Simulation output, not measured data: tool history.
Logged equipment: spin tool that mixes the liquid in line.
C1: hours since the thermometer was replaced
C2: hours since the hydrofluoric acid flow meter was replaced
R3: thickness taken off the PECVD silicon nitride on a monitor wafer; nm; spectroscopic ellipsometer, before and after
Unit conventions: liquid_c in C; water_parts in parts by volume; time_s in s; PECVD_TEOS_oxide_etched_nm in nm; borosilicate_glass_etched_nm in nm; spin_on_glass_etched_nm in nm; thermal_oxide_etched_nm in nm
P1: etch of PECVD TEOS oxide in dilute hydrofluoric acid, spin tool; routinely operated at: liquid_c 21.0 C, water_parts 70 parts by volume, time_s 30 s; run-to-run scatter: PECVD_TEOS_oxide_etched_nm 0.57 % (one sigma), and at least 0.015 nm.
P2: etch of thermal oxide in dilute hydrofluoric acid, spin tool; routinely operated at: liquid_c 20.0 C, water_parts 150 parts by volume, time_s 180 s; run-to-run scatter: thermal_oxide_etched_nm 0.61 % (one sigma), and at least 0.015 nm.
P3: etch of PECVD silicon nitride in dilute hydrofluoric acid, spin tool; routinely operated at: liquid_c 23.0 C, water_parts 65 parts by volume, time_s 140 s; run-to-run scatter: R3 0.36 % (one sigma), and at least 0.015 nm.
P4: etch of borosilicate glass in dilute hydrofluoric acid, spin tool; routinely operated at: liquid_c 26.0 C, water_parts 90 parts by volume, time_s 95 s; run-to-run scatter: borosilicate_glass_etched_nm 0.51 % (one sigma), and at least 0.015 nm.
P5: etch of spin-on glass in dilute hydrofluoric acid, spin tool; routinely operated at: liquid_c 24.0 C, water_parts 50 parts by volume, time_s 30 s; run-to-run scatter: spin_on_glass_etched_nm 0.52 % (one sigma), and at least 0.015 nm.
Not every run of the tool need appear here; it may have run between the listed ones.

run 1 day=0.342 | process=P1 liquid_c=21.0 water_parts=70 time_s=30 | C1=1351.8 C2=586.4 | PECVD_TEOS_oxide_etched_nm=8.9095
run 2 day=0.500 | process=P4 liquid_c=26.0 water_parts=35 time_s=95 | C1=1355.6 C2=590.2 | borosilicate_glass_etched_nm=64.6190
run 3 day=0.662 | process=P1 liquid_c=21.0 water_parts=20 time_s=15 | C1=1359.5 C2=594.1 | PECVD_TEOS_oxide_etched_nm=16.5610
run 4 day=0.933 | process=P4 liquid_c=26.0 water_parts=90 time_s=40 | C1=1366.0 C2=600.6 | borosilicate_glass_etched_nm=9.8518
run 5 day=1.238 | process=P1 liquid_c=21.0 water_parts=125 time_s=30 | C1=1373.3 C2=607.9 | PECVD_TEOS_oxide_etched_nm=4.7104
run 6 day=1.588 | process=P1 liquid_c=21.0 water_parts=70 time_s=55 | C1=1381.7 C2=616.3 | PECVD_TEOS_oxide_etched_nm=16.5850
run 7 day=1.908 | process=P3 liquid_c=23.0 water_parts=65 time_s=140 | C1=1389.4 C2=624.0 | R3=7.3328
run 8 day=2.146 | process=P5 liquid_c=17.0 water_parts=50 time_s=30 | C1=1395.1 C2=629.7 | spin_on_glass_etched_nm=18.883
run 9 day=2.475 | process=P1 liquid_c=21.0 water_parts=70 time_s=30 | C1=1403.0 C2=637.6 | PECVD_TEOS_oxide_etched_nm=9.0275
run 10 day=2.817 | process=P2 liquid_c=20.0 water_parts=45 time_s=180 | C1=1411.2 C2=645.8 | thermal_oxide_etched_nm=17.7940
run 11 day=2.975 | process=P2 liquid_c=20.0 water_parts=150 time_s=340 | C1=1415.0 C2=649.6 | thermal_oxide_etched_nm=9.0879
run 12 day=3.158 | process=P1 liquid_c=21.0 water_parts=20 time_s=15 | C1=1419.4 C2=654.0 | PECVD_TEOS_oxide_etched_nm=16.8540
run 13 day=3.392 | process=P1 liquid_c=17.0 water_parts=70 time_s=30 | C1=1425.0 C2=659.6 | PECVD_TEOS_oxide_etched_nm=7.6083
run 14 day=3.654 | process=P1 liquid_c=21.0 water_parts=20 time_s=30 | C1=1431.3 C2=665.9 | PECVD_TEOS_oxide_etched_nm=33.5960
run 15 day=3.838 | process=P3 liquid_c=17.5 water_parts=65 time_s=140 | C1=1435.7 C2=670.3 | R3=5.0163
run 16 day=4.150 | process=P4 liquid_c=26.0 water_parts=90 time_s=95 | C1=1443.2 C2=677.8 | borosilicate_glass_etched_nm=23.3400
run 17 day=4.454 | process=P3 liquid_c=23.0 water_parts=30 time_s=140 | C1=1450.5 C2=685.1 | R3=15.6280
run 18 day=4.612 | process=P4 liquid_c=33.5 water_parts=90 time_s=95 | C1=1454.3 C2=688.9 | borosilicate_glass_etched_nm=31.2070
run 19 day=4.842 | process=P1 liquid_c=26.5 water_parts=70 time_s=30 | C1=1459.8 C2=694.4 | PECVD_TEOS_oxide_etched_nm=11.1910
run 20 day=5.138 | process=P5 liquid_c=24.0 water_parts=50 time_s=30 | C1=1466.9 C2=701.5 | spin_on_glass_etched_nm=25.331
run 21 day=5.429 | process=P5 liquid_c=24.0 water_parts=50 time_s=15 | C1=1473.9 C2=708.5 | spin_on_glass_etched_nm=12.638

Forecast run 22:
run 22 day=5.762 | process=P3 liquid_c=23.0 water_parts=65 time_s=140 | C1=1481.9 C2=716.5 | R3=?

{"run 22": {"R3": 7.3328}}

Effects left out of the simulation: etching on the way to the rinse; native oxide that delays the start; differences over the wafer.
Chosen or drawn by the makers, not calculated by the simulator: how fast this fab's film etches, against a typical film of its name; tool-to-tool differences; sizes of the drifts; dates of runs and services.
